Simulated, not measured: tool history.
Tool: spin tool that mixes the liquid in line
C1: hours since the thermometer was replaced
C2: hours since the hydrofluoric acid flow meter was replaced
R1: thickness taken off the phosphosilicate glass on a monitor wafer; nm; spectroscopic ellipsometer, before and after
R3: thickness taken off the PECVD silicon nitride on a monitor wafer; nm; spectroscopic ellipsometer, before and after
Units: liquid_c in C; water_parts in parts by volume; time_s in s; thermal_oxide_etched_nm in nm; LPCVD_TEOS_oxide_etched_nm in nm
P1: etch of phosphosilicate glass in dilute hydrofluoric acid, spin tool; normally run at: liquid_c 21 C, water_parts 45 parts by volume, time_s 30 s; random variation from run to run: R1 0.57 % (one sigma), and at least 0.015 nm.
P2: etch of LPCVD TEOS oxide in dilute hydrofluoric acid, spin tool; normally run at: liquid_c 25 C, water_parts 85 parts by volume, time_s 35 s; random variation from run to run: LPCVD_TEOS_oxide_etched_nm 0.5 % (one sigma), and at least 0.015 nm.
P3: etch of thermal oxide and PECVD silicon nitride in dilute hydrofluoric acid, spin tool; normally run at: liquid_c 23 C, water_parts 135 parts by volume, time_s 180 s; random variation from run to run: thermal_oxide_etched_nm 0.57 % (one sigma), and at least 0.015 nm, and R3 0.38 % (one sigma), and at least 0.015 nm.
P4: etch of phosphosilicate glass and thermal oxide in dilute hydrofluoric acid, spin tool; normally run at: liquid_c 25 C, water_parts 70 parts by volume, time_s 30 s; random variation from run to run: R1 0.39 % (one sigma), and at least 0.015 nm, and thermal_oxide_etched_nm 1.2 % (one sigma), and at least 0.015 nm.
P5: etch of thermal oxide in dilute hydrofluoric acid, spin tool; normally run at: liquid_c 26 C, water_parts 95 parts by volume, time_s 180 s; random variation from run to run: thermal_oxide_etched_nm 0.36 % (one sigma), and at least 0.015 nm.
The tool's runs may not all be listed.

Run 1, hour 12: process P1, liquid_c 21 C, water_parts 45 parts by volume, time_s 30 s; C1 638.8; C2 946.1. Result: R1 68.572 nm.
Run 2, hour 25: process P3, liquid_c 23 C, water_parts 135 parts by volume, time_s 180 s; C1 651.8; C2 959.1. Result: thermal_oxide_etched_nm 6.0331 nm, R3 7.1534 nm.
Run 3, hour 43.3: process P1, liquid_c 17 C, water_parts 45 parts by volume, time_s 30 s; C1 670.1; C2 977.4. Result: R1 57.823 nm.
Run 4, hour 58.7: process P3, liquid_c 23 C, water_parts 135 parts by volume, time_s 180 s; C1 685.5; C2 992.8. Result: thermal_oxide_etched_nm 5.9899 nm, R3 7.2016 nm.
Run 5, hour 71.7: process P5, liquid_c 26 C, water_parts 50 parts by volume, time_s 180 s; C1 698.5; C2 1005.8. Result: thermal_oxide_etched_nm 19.356 nm.
Run 6, hour 89.8: process P3, liquid_c 17 C, water_parts 135 parts by volume, time_s 180 s; C1 716.6; C2 1023.9. Result: thermal_oxide_etched_nm 4.7528 nm, R3 4.7842 nm.
Run 7, hour 102.8: process P1, liquid_c 21 C, water_parts 45 parts by volume, time_s 30 s; C1 729.6; C2 1036.9. Result: R1 68.765 nm.
Run 8, hour 118.5: process P5, liquid_c 21.5 C, water_parts 95 parts by volume, time_s 180 s; C1 745.3; C2 1052.6. Result: thermal_oxide_etched_nm 8.0003 nm.
At hour 125.7: thermometer replaced.
Run 9, hour 128.8: process P5, liquid_c 26 C, water_parts 95 parts by volume, time_s 180 s; C1 3.2; C2 1062.9. Result: thermal_oxide_etched_nm 9.5151 nm.
Run 10, hour 144.5: process P1, liquid_c 17 C, water_parts 45 parts by volume, time_s 15 s; C1 18.9; C2 1078.6. Result: R1 29.249 nm.
Run 11, hour 159.6: process P4, liquid_c 25 C, water_parts 110 parts by volume, time_s 30 s; C1 34; C2 1093.7. Result: R1 26.723 nm, thermal_oxide_etched_nm 1.308 nm.
Run 12, hour 176.5: process P2, liquid_c 25 C, water_parts 140 parts by volume, time_s 35 s; C1 50.9; C2 1110.6. Result: LPCVD_TEOS_oxide_etched_nm 11.54 nm.
Run 13, hour 195.6: process P2, liquid_c 25 C, water_parts 85 parts by volume, time_s 65 s; C1 70; C2 1129.7. Result: LPCVD_TEOS_oxide_etched_nm 37.794 nm.
Run 14, hour 211.8: process P4, liquid_c 25 C, water_parts 70 parts by volume, time_s 30 s; C1 86.2; C2 1145.9. Result: R1 44.376 nm, thermal_oxide_etched_nm 2.238 nm.
Run 15, hour 223.3: process P3, liquid_c 23 C, water_parts 135 parts by volume, time_s 315 s; C1 97.7; C2 1157.4. Result: thermal_oxide_etched_nm 10.651 nm, R3 12.538 nm.
Run 16, hour 242.4: process P4, liquid_c 25 C, water_parts 70 parts by volume, time_s 30 s; C1 116.8; C2 1176.5. Result: R1 44.45 nm, thermal_oxide_etched_nm 2.1832 nm.
Run 17, hour 252: process P1, liquid_c 21 C, water_parts 20 parts by volume, time_s 30 s; C1 126.4; C2 1186.1. Result: R1 160.18 nm.
Run 18, hour 260.7: process P4, liquid_c 25 C, water_parts 70 parts by volume, time_s 15 s; C1 135.1; C2 1194.8. Result: R1 22.166 nm, thermal_oxide_etched_nm 1.0947 nm.
Run 19, hour 279.8: process P1, liquid_c 21 C, water_parts 70 parts by volume, time_s 30 s; C1 154.2; C2 1213.9. Result: R1 42.831 nm.
At hour 282.6: hydrofluoric acid flow meter replaced.
Run 20, hour 291.5: process P2, liquid_c 30 C, water_parts 85 parts by volume, time_s 35 s; C1 165.9; C2 9. Result: LPCVD_TEOS_oxide_etched_nm 24.572 nm.
Run 21, hour 310.4: process P1, liquid_c 25 C, water_parts 45 parts by volume, time_s 30 s; C1 184.8; C2 27.9. Result: R1 81.077 nm.
Run 22, hour 327.4: process P1, liquid_c 21 C, water_parts 45 parts by volume, time_s 30 s; C1 201.8; C2 44.9. Result: R1 68.693 nm.
Run 23, hour 338.1: process P5, liquid_c 26 C, water_parts 95 parts by volume, time_s 350 s; C1 212.5; C2 55.6. Result: thermal_oxide_etched_nm 18.585 nm.
Run 24, hour 353.6: process P1, liquid_c 21 C, water_parts 45 parts by volume, time_s 30 s; C1 228; C2 71.1. Result: R1 68.619 nm.
Run 25, hour 369.8: process P1, liquid_c 21 C, water_parts 45 parts by volume, time_s 15 s; C1 244.2; C2 87.3. Result: R1 34.544 nm.
Run 26, hour 387.3: process P1, liquid_c 21 C, water_parts 45 parts by volume, time_s 50 s; C1 261.7; C2 104.8. Result: R1 115.58 nm.
Run 27, hour 400.2: process P2, liquid_c 25 C, water_parts 85 parts by volume, time_s 35 s; C1 274.6; C2 117.7. Result: LPCVD_TEOS_oxide_etched_nm 20.286 nm.
Run 28, hour 414: process P3, liquid_c 23 C, water_parts 35 parts by volume, time_s 180 s; C1 288.4; C2 131.5. Result: thermal_oxide_etched_nm 26.072 nm, R3 27.085 nm.
Run 29, hour 426.4: process P1, liquid_c 21 C, water_parts 45 parts by volume, time_s 30 s; C1 300.8; C2 143.9. Result: R1 68.865 nm.
Run 30, hour 440.2: process P4, liquid_c 20.5 C, water_parts 70 parts by volume, time_s 30 s; C1 314.6; C2 157.7. Result: R1 36.739 nm, thermal_oxide_etched_nm 1.8257 nm.
Run 31, hour 448.8: process P1, liquid_c 21 C, water_parts 45 parts by volume, time_s 30 s; C1 323.2; C2 166.3. Result: R1 68.584 nm.

The next listed run, before its measurement:
Run 32, hour 457.5: process P1, liquid_c 21 C, water_parts 45 parts by volume, time_s 30 s; C1 331.9; C2 175. Result: R1 ?.

Run 32 gave R1 67.98 nm.

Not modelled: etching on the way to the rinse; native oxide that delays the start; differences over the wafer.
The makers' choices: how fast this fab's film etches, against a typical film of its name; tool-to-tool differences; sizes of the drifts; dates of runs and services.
